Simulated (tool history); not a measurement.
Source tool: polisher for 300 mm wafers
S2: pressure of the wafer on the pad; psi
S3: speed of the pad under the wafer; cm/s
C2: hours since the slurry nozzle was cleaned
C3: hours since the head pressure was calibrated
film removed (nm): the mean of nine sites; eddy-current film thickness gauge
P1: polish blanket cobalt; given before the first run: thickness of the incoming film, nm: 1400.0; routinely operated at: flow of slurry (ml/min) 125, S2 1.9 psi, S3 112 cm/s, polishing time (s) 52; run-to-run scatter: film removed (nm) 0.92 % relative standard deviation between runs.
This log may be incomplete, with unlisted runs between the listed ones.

run 1 hour=3.1 | flow_of_slurry_(ml/min)=125 S2=1.9 S3=112 polishing_time_(s)=52 | wafers_polished_on_this_pad=588 C2=134.8 C3=165.4 | film_removed_(nm)=294.37
run 2 hour=8.0 | flow_of_slurry_(ml/min)=180 S2=1.9 S3=112 polishing_time_(s)=52 | wafers_polished_on_this_pad=640 C2=139.7 C3=170.3 | film_removed_(nm)=313.46
run 3 hour=12.3 | flow_of_slurry_(ml/min)=125 S2=1.3 S3=62 polishing_time_(s)=52 | wafers_polished_on_this_pad=685 C2=144.0 C3=174.6 | film_removed_(nm)=114.57
run 4 hour=17.2 | flow_of_slurry_(ml/min)=125 S2=2.8 S3=112 polishing_time_(s)=52 | wafers_polished_on_this_pad=737 C2=148.9 C3=179.5 | film_removed_(nm)=434.48
run 5 hour=24.0 | flow_of_slurry_(ml/min)=125 S2=1.9 S3=112 polishing_time_(s)=29 | wafers_polished_on_this_pad=809 C2=155.7 C3=186.3 | film_removed_(nm)=166.76
run 6 hour=27.3 | flow_of_slurry_(ml/min)=125 S2=0.9 S3=112 polishing_time_(s)=52 | wafers_polished_on_this_pad=843 C2=159.0 C3=189.6 | film_removed_(nm)=144.03
run 7 hour=34.1 | flow_of_slurry_(ml/min)=75 S2=1.9 S3=112 polishing_time_(s)=52 | wafers_polished_on_this_pad=915 C2=165.8 C3=196.4 | film_removed_(nm)=262.57
run 8 hour=38.4 | flow_of_slurry_(ml/min)=125 S2=1.9 S3=112 polishing_time_(s)=52 | wafers_polished_on_this_pad=960 C2=170.1 C3=200.7 | film_removed_(nm)=301.13
-- hour=40.0 slurry nozzle cleaned
run 9 hour=42.9 | flow_of_slurry_(ml/min)=125 S2=1.9 S3=112 polishing_time_(s)=71 | wafers_polished_on_this_pad=1008 C2=3.0 C3=205.2 | film_removed_(nm)=400.92
run 10 hour=46.7 | flow_of_slurry_(ml/min)=125 S2=1.9 S3=174 polishing_time_(s)=52 | wafers_polished_on_this_pad=1048 C2=6.8 C3=209.0 | film_removed_(nm)=461.82
run 11 hour=53.5 | flow_of_slurry_(ml/min)=125 S2=1.9 S3=112 polishing_time_(s)=52 | wafers_polished_on_this_pad=1120 C2=13.6 C3=215.8 | film_removed_(nm)=297.55
run 12 hour=57.5 | flow_of_slurry_(ml/min)=125 S2=1.9 S3=112 polishing_time_(s)=52 | wafers_polished_on_this_pad=1162 C2=17.6 C3=219.8 | film_removed_(nm)=304.75
run 13 hour=63.6 | flow_of_slurry_(ml/min)=125 S2=1.9 S3=50 polishing_time_(s)=52 | wafers_polished_on_this_pad=1226 C2=23.7 C3=225.9 | film_removed_(nm)=134.42
run 14 hour=67.0 | flow_of_slurry_(ml/min)=125 S2=1.9 S3=112 polishing_time_(s)=52 | wafers_polished_on_this_pad=1262 C2=27.1 C3=229.3 | film_removed_(nm)=296.49
run 15 hour=70.2 | flow_of_slurry_(ml/min)=125 S2=1.9 S3=112 polishing_time_(s)=52 | wafers_polished_on_this_pad=1295 C2=30.3 C3=232.5 | film_removed_(nm)=298.19
run 16 hour=74.2 | flow_of_slurry_(ml/min)=125 S2=1.9 S3=112 polishing_time_(s)=52 | wafers_polished_on_this_pad=1338 C2=34.3 C3=236.5 | film_removed_(nm)=289.65
run 17 hour=79.3 | flow_of_slurry_(ml/min)=125 S2=1.9 S3=112 polishing_time_(s)=52 | wafers_polished_on_this_pad=1391 C2=39.4 C3=241.6 | film_removed_(nm)=284.66
run 18 hour=84.0 | flow_of_slurry_(ml/min)=125 S2=1.9 S3=112 polishing_time_(s)=52 | wafers_polished_on_this_pad=1441 C2=44.1 C3=246.3 | film_removed_(nm)=280.01

What does the tool deliver on the next run?
run 19 hour=88.6 | flow_of_slurry_(ml/min)=125 S2=1.9 S3=112 polishing_time_(s)=52 | wafers_polished_on_this_pad=1489 C2=48.7 C3=250.9 | film_removed_(nm)=?

{"run 19": {"film removed (nm)": 278.51}}

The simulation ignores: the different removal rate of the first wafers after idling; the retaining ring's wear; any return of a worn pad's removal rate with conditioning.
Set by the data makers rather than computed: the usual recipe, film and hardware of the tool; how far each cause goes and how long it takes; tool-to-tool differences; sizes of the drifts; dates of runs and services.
